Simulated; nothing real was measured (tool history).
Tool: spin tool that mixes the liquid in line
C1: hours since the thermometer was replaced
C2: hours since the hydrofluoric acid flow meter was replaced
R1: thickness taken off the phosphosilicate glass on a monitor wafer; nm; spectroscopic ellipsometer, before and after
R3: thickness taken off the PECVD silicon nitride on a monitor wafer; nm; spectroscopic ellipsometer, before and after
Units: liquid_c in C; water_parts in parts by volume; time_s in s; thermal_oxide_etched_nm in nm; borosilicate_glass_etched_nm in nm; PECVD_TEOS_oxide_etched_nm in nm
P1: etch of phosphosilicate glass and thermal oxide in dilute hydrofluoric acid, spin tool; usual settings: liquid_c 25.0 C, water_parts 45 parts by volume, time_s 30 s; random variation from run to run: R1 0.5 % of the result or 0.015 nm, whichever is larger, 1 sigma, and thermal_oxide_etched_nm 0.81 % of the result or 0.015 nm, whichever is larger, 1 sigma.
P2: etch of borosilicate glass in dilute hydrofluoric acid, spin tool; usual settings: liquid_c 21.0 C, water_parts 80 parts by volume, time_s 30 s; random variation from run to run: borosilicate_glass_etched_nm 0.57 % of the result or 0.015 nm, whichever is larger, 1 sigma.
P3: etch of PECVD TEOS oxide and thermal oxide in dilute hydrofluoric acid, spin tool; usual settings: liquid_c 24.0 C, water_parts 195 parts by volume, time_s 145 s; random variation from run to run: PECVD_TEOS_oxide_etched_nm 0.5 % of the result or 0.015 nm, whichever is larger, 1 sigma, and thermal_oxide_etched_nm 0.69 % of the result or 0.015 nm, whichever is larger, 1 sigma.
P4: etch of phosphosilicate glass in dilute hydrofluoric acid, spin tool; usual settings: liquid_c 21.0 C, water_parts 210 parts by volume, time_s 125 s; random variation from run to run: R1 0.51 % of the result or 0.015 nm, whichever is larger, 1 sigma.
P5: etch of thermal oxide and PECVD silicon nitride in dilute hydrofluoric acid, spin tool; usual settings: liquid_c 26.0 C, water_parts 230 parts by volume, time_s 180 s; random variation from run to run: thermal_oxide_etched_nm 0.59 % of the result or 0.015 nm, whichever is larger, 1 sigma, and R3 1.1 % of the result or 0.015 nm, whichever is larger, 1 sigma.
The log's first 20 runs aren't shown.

{"run": 21, "day": 5.742, "process": "P1", "liquid_c": 25.0, "water_parts": 80, "time_s": 30, "C1": 526.7, "C2": 815.0, "R1": 55.902, "thermal_oxide_etched_nm": 1.7825}
{"run": 22, "day": 5.933, "process": "P1", "liquid_c": 25.0, "water_parts": 45, "time_s": 30, "C1": 531.3, "C2": 819.6, "R1": 104.5, "thermal_oxide_etched_nm": 3.408}
{"run": 23, "day": 6.096, "process": "P5", "liquid_c": 26.0, "water_parts": 230, "time_s": 90, "C1": 535.2, "C2": 823.5, "thermal_oxide_etched_nm": 1.7395, "R3": 0.89242}
{"run": 24, "day": 6.4, "process": "P2", "liquid_c": 21.0, "water_parts": 45, "time_s": 30, "C1": 542.5, "C2": 830.8, "borosilicate_glass_etched_nm": 21.368}
{"run": 25, "day": 6.625, "process": "P1", "liquid_c": 25.0, "water_parts": 45, "time_s": 30, "C1": 547.9, "C2": 836.2, "R1": 104.35, "thermal_oxide_etched_nm": 3.4246}
{"run": 26, "day": 6.958, "process": "P3", "liquid_c": 24.0, "water_parts": 195, "time_s": 255, "C1": 555.9, "C2": 844.2, "thermal_oxide_etched_nm": 5.5238, "PECVD_TEOS_oxide_etched_nm": 31.176}
{"run": 27, "day": 7.258, "process": "P1", "liquid_c": 25.0, "water_parts": 45, "time_s": 15, "C1": 563.1, "C2": 851.4, "R1": 52.458, "thermal_oxide_etched_nm": 1.6969}
{"run": 28, "day": 7.458, "process": "P4", "liquid_c": 21.0, "water_parts": 210, "time_s": 125, "C1": 567.9, "C2": 856.2, "R1": 32.211}
{"run": 29, "day": 7.8, "process": "P1", "liquid_c": 30.0, "water_parts": 45, "time_s": 30, "C1": 576.1, "C2": 864.4, "R1": 128.49, "thermal_oxide_etched_nm": 4.1297}
{"run": 30, "day": 8.138, "process": "P1", "liquid_c": 18.5, "water_parts": 45, "time_s": 60, "C1": 584.2, "C2": 872.5, "R1": 158.13, "thermal_oxide_etched_nm": 5.1612}
{"run": 31, "day": 8.438, "process": "P5", "liquid_c": 33.5, "water_parts": 230, "time_s": 180, "C1": 591.4, "C2": 879.7, "thermal_oxide_etched_nm": 4.5106, "R3": 2.8484}
{"run": 32, "day": 8.692, "process": "P1", "liquid_c": 17.5, "water_parts": 45, "time_s": 30, "C1": 597.5, "C2": 885.8, "R1": 76.401, "thermal_oxide_etched_nm": 2.4983}
{"run": 33, "day": 8.933, "process": "P1", "liquid_c": 25.0, "water_parts": 45, "time_s": 30, "C1": 603.3, "C2": 891.6, "R1": 104.36, "thermal_oxide_etched_nm": 3.3466}
{"run": 34, "day": 9.254, "process": "P1", "liquid_c": 25.0, "water_parts": 45, "time_s": 30, "C1": 611.0, "C2": 899.3, "R1": 107.65, "thermal_oxide_etched_nm": 3.5054}
{"run": 35, "day": 9.575, "process": "P1", "liquid_c": 25.0, "water_parts": 45, "time_s": 30, "C1": 618.7, "C2": 907.0, "R1": 110.97, "thermal_oxide_etched_nm": 3.6244}
{"run": 36, "day": 9.896, "process": "P1", "liquid_c": 25.0, "water_parts": 45, "time_s": 30, "C1": 626.4, "C2": 914.7, "R1": 112.14, "thermal_oxide_etched_nm": 3.6448}
{"run": 37, "day": 10.183, "process": "P1", "liquid_c": 25.0, "water_parts": 45, "time_s": 30, "C1": 633.3, "C2": 921.6, "R1": 113.61, "thermal_oxide_etched_nm": 3.6096}

The next listed run, before its measurement:
{"run": 38, "day": 10.388, "process": "P1", "liquid_c": 25.0, "water_parts": 45, "time_s": 30, "C1": 638.2, "C2": 926.5, "R1": "?", "thermal_oxide_etched_nm": "?"}

Run 38 gave R1 113.750 nm, thermal_oxide_etched_nm 3.68230 nm.
